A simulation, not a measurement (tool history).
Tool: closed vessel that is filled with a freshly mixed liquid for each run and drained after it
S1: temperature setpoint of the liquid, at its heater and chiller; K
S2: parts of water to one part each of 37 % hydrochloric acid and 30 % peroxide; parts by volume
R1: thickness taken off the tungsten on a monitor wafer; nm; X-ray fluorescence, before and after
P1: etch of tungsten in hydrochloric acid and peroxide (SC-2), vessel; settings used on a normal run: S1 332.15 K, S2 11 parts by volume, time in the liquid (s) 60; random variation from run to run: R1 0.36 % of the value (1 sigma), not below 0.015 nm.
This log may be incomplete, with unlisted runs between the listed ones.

Run 1, day 0.396: S1 332.15 K, S2 11 parts by volume, time in the liquid (s) 60. Result: R1 18.1550 nm.
Run 2, day 0.733: S1 332.15 K, S2 6 parts by volume, time in the liquid (s) 30. Result: R1 14.8030 nm.
At day 1.292: thermometer replaced.
Run 3, day 1.308: S1 332.15 K, S2 11 parts by volume, time in the liquid (s) 60. Result: R1 18.2530 nm.
Run 4, day 1.754: S1 317.15 K, S2 11 parts by volume, time in the liquid (s) 60. Result: R1 6.7856 nm.
Run 5, day 2.158: S1 332.15 K, S2 11 parts by volume, time in the liquid (s) 110. Result: R1 33.4450 nm.
Run 6, day 2.829: S1 340.15 K, S2 11 parts by volume, time in the liquid (s) 30. Result: R1 14.8320 nm.
Run 7, day 3.175: S1 345.15 K, S2 11 parts by volume, time in the liquid (s) 60. Result: R1 40.1200 nm.
Run 8, day 3.608: S1 332.15 K, S2 11 parts by volume, time in the liquid (s) 60. Result: R1 18.2470 nm.
Run 9, day 4.071: S1 332.15 K, S2 11 parts by volume, time in the liquid (s) 60. Result: R1 18.2040 nm.
Run 10, day 4.512: S1 332.15 K, S2 11 parts by volume, time in the liquid (s) 30. Result: R1 9.1825 nm.
Run 11, day 5.138: S1 332.15 K, S2 4 parts by volume, time in the liquid (s) 60. Result: R1 39.3170 nm.
Run 12, day 5.467: S1 332.15 K, S2 11 parts by volume, time in the liquid (s) 60. Result: R1 18.1730 nm.
Run 13, day 6.021: S1 332.15 K, S2 20 parts by volume, time in the liquid (s) 60. Result: R1 10.6890 nm.
Run 14, day 6.521: S1 332.15 K, S2 11 parts by volume, time in the liquid (s) 60. Result: R1 18.3110 nm.

What does the tool deliver on the next run?
Run 15, day 6.983: S1 332.15 K, S2 11 parts by volume, time in the liquid (s) 60. Result: R1 ?.

{"run 15": {"R1": 17.506}}
